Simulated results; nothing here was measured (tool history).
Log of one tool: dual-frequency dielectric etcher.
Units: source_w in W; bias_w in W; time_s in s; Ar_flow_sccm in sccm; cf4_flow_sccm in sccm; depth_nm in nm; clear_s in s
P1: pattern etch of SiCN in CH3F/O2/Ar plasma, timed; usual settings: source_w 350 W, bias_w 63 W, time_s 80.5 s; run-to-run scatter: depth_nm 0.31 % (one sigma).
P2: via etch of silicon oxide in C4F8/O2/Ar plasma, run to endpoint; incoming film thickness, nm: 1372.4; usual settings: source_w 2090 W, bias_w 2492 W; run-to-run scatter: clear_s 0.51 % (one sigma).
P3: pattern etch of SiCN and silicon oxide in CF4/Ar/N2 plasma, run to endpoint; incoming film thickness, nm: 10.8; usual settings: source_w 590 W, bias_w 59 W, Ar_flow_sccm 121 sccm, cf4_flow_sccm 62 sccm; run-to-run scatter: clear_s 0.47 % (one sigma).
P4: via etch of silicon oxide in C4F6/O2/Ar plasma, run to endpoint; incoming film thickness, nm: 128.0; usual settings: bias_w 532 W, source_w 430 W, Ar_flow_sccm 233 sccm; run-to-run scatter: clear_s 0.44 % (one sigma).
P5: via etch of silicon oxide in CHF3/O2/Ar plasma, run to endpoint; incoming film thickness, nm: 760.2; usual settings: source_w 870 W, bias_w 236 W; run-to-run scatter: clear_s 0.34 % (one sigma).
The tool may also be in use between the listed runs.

run,hour,process,source_w,bias_w,time_s,Ar_flow_sccm,cf4_flow_sccm,hours since the last wet clean,hours since the last source power generator calibration,hours since the last bias power generator calibration,depth_nm,clear_s
1,7.7,P1,350,63,80.5,,,237.6,2657.5,1486.1,26.8,
2,14.6,P2,1520,2492,,,,244.5,2664.4,1493,,273.23
3,25.8,P3,590,59,,82,62,255.7,2675.6,1504.2,,9.9717
4,33.2,P1,350,63,80.5,,,263.1,2683,1511.6,26.937,
5,44.1,P3,590,59,,121,62,274,2693.9,1522.5,,10.815
6,54.5,P1,350,77,80.5,,,284.4,2704.3,1532.9,28.869,
7,62.8,P3,590,59,,121,39,292.7,2712.6,1541.2,,11.776
8,73.1,P5,870,236,,,,303,2722.9,1551.5,,301.07
9,84.1,P1,350,51,80.5,,,314,2733.9,1562.5,24.9,
10,92.1,P4,430,745,,233,,322,2741.9,1570.5,,23.086
11,104.1,P2,2090,2492,,,,334,2753.9,1582.5,,240.35
12,110.9,P1,260,63,80.5,,,340.8,2760.7,1589.3,24.055,
13,116.8,P5,870,144,,,,346.7,2766.6,1595.2,,355.88
14,127.6,P3,590,83,,121,62,357.5,2777.4,1606,,9.6046
15,133.2,P1,350,63,80.5,,,363.1,2783,1611.6,26.918,
16,143.2,P5,870,236,,,,373.1,2793,1621.6,,303.24
17,150.7,P1,350,63,80.5,,,380.6,2800.5,1629.1,26.803,
18,162.1,P4,430,532,,300,,392,2811.9,1640.5,,26.943
19,171.1,P1,350,63,59,,,401,2820.9,1649.5,19.681,
20,182.3,P4,430,532,,233,,412.2,2832.1,1660.7,,26.173
21,188.7,P3,400,59,,121,62,418.6,2838.5,1667.1,,15.159
22,198.5,P4,430,532,,233,,428.4,2848.3,1676.9,,26.303
23,205.5,P2,2090,2492,,,,435.4,2855.3,1683.9,,241.05
24,218.4,P5,1220,236,,,,448.3,2868.2,1696.8,,266.24
25,230,P4,320,532,,233,,459.9,2879.8,1708.4,,29.293
26,241.8,P1,350,63,80.5,,,471.7,2891.6,1720.2,26.868,
27,248.7,P2,2090,1651,,,,478.6,2898.5,1727.1,,270.36
28,255.5,P1,440,63,80.5,,,485.4,2905.3,1733.9,29.205,
29,265.2,P1,450,45,80.5,,,495.1,2915,1743.6,26.511,
30,277.5,P1,420,40,80.5,,,507.4,2927.3,1755.9,24.895,
31,285,P1,350,77,100.5,,,514.9,2934.8,1763.4,35.95,
32,291.1,P1,350,63,119,,,521,2940.9,1769.5,39.443,
33,302.9,P1,350,63,80.5,,,532.8,2952.7,1781.3,26.967,
34,314,P1,350,63,80.5,,,543.9,2963.8,1792.4,27.069,
35,323.7,P1,350,63,80.5,,,553.6,2973.5,1802.1,27.154,
# hour 326.6: wet clean of the chamber
36,333.4,P1,350,63,80.5,,,6.8,2983.2,1811.8,27.227,
37,340.1,P1,350,63,80.5,,,13.5,2989.9,1818.5,27.209,
38,347.7,P1,350,63,80.5,,,21.1,2997.5,1826.1,27.333,
39,354.8,P1,350,63,80.5,,,28.2,3004.6,1833.2,27.212,
40,363.4,P1,350,63,80.5,,,36.8,3013.2,1841.8,27.354,

What P1 gives has crept away from where it was. These 2 causes fit the log equally well, each at the size given:
A: source power that arrives over what is set, % = 4.16
B: bias power that arrives over what is set, % = 4.53
The creep began at about hour 302.9.
Why every other cause is out:
chamber walls in a state that raises the etch rate, %: serviced at hour 326.6, which brought nothing back

4 check runs are offered, each on 3 wafers whose results are averaged, their results left as question marks. Which one tells the causes apart?
check 1,372,P5,1070,183,,,,,,,,?
check 2,372,P2,1650,2106,,,,,,,,?
check 3,372,P3,400,59,,83,62,,,,,?
check 4,372,P4,430,634,,270,,,,,,?

What each check would give under each cause:
check,result,if A,if B
check 1,clear_s,298.77,299.18
check 2,clear_s,273.65,274.5
check 3,clear_s,13.759,14.062
check 4,clear_s,24.583,24.529
How far apart the two closest causes lie, in the result that separates them most: check 1 0.14 %; check 2 0.31 %; check 3 2.18 %; check 4 0.22 %
Only check 3 tells the causes apart: in the others they would give nearly the same result.

Check 3 was then run and gave: clear_s 13.994 s. Which cause is it?

It is B: bias power that arrives over what is set, %.

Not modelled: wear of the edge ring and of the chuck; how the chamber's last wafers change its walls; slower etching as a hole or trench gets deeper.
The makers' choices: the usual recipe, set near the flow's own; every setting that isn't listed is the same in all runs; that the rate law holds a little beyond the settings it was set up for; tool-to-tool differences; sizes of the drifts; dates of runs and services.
